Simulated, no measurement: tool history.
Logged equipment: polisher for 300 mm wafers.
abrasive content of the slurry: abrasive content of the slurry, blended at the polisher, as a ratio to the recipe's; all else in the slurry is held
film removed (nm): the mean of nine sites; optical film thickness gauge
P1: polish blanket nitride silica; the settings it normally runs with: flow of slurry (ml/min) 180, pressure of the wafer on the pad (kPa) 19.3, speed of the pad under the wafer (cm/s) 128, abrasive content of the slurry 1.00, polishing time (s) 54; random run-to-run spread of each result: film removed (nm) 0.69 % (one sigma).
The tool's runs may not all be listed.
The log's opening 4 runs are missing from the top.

run,day,flow of slurry (ml/min),pressure of the wafer on the pad (kPa),speed of the pad under the wafer (cm/s),abrasive content of the slurry,polishing time (s),wafers polished on this pad,hours since the slurry nozzle was cleaned,hours since the head pressure was calibrated,hours since the slurry blender was calibrated,hours since the conditioning disc was replaced,film removed (nm)
5,1.850,180,19.3,128,0.60,54,770,553.6,188.6,125.7,326.6,30.359
6,2.408,270,19.3,128,1.00,54,946,567.0,202.0,139.1,340.0,41.601
7,2.942,180,19.3,202,1.00,54,1114,579.8,214.8,151.9,352.8,56.596
8,3.229,180,19.3,128,0.55,70,1205,586.7,221.7,158.8,359.7,37.244
9,3.621,180,19.3,128,1.00,73,1328,596.1,231.1,168.2,369.1,52.571
10,4.179,180,25.5,168,1.00,54,1504,609.5,244.5,181.6,382.5,65.387
11,4.571,180,19.3,66,1.00,54,1627,618.9,253.9,191.0,391.9,22.979
12,5.112,180,19.3,128,1.00,54,1798,631.9,266.9,204.0,404.9,39.428
13,5.692,110,19.3,128,1.00,54,1981,645.8,280.8,217.9,418.8,36.067
14,6.075,180,19.3,128,1.00,54,2101,655.0,290.0,227.1,428.0,39.770
15,6.671,180,29.6,128,1.00,54,2289,669.3,304.3,241.4,442.3,60.706
16,7.162,180,19.3,128,1.00,54,2444,681.1,316.1,253.2,454.1,39.504
17,7.762,180,19.3,128,1.45,54,2633,695.5,330.5,267.6,468.5,46.174
18,8.158,180,19.3,128,1.00,54,2758,705.0,340.0,277.1,478.0,39.120
19,8.483,180,19.3,128,1.00,54,2860,712.8,347.8,284.9,485.8,39.652
20,8.808,180,19.3,128,1.00,54,2963,720.6,355.6,292.7,493.6,39.608
21,9.383,180,19.3,128,1.00,54,3144,734.4,369.4,306.5,507.4,38.699
22,10.029,180,19.3,128,1.00,54,3347,749.9,384.9,322.0,522.9,37.374
23,10.525,180,19.3,128,1.00,54,3503,761.8,396.8,333.9,534.8,36.617
24,10.867,180,19.3,128,1.00,54,3611,770.0,405.0,342.1,543.0,36.237
25,11.267,180,19.3,128,1.00,54,3737,779.6,414.6,351.7,552.6,35.728
# day 11.567: head pressure recalibrated
# day 11.775: slurry nozzle cleaned
26,11.850,180,19.3,128,1.00,54,3921,1.9,6.9,365.7,566.6,35.201
27,12.450,180,19.3,128,1.00,54,4110,16.3,21.3,380.1,581.0,35.304

Predict the results of run 28:
# day 12.546: conditioning disc replaced and pad reconditioned
28,12.958,180,19.3,128,1.00,54,4270,28.5,33.5,392.3,10.0,?

Run 28 yielded film removed (nm) 34.922.
